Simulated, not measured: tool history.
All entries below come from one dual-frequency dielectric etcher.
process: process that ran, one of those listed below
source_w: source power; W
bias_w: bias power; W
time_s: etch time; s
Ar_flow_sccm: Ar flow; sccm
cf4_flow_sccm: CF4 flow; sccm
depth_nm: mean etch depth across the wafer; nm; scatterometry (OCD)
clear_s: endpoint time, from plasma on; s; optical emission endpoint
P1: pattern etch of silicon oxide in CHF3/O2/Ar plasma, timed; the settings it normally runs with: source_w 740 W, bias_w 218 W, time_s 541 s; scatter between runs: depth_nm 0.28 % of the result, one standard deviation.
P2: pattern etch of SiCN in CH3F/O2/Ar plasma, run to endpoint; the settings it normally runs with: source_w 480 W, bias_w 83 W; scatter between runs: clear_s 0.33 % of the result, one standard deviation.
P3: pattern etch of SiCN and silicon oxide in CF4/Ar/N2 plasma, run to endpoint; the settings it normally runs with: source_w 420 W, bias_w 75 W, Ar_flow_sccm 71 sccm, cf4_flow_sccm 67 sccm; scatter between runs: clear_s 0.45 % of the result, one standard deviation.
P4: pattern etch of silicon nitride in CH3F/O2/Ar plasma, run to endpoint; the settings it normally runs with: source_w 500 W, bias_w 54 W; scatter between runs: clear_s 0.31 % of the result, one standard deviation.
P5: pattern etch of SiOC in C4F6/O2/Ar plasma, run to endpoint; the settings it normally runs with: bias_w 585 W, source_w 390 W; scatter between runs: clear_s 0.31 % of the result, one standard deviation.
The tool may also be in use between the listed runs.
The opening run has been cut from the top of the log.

run	day	process	source_w	bias_w	time_s	Ar_flow_sccm	cf4_flow_sccm	hours since the last wet clean	hours since the last source power generator calibration	hours since the last bias power generator calibration	depth_nm	clear_s
2	0.708	P1	740	218	730.5			399.2	2035.9	1196.4	1637.7	
3	1.004	P1	1010	275	541			406.3	2043	1203.5	1467.8	
4	1.404	P4	500	76				415.9	2052.6	1213.1		42.665
5	1.904	P4	350	54				427.9	2064.6	1225.1		54.856
6	2.362	P5	390	358				438.9	2075.6	1236.1		17.343
# day 2.633: bias power generator calibrated
7	2.638	P3	420	48		71	67	445.5	2082.2	0.1		13.84
8	2.992	P1	740	133	541			454	2090.7	8.6	1033.3	
9	3.283	P2	650	83				461	2097.7	15.6		21.946
10	3.679	P5	390	585				470.5	2107.2	25.1		14.51
11	4.05	P1	740	218	541			479.4	2116.1	34	1212.6	
12	4.6	P3	420	75		71	45	492.6	2129.3	47.2		12.828
13	5.112	P5	390	585				504.9	2141.6	59.5		14.516
14	5.571	P3	260	75		71	67	515.9	2152.6	70.5		18.423
15	5.833	P3	420	75		71	67	522.2	2158.9	76.8		12.136
16	6.371	P2	480	83				535.1	2171.8	89.7		24.701
17	6.904	P1	740	218	541			547.9	2184.6	102.5	1210.5	
18	7.371	P1	740	218	310.5			559.1	2195.8	113.7	695.81	
19	7.858	P3	420	75		71	67	570.8	2207.5	125.4		12.116
20	8.271	P1	740	218	541			580.7	2217.4	135.3	1207.1	
21	8.721	P1	910	218	541			591.5	2228.2	146.1	1310.3	
22	9.038	P2	480	117				599.1	2235.8	153.7		21.764
23	9.6	P5	540	585				612.6	2249.3	167.2		12.9
24	9.975	P1	870	218	427			621.6	2258.3	176.2	1015.2	
25	10.375	P1	740	218	541			631.2	2267.9	185.8	1211.4	
26	10.742	P3	420	75		98	67	640	2276.7	194.6		12.675

Run 27 has not been measured yet. What should we expect?
27	11.192	P2	480	83				650.8	2287.5	205.4		?

{"run 27": {"clear_s": 24.636}}

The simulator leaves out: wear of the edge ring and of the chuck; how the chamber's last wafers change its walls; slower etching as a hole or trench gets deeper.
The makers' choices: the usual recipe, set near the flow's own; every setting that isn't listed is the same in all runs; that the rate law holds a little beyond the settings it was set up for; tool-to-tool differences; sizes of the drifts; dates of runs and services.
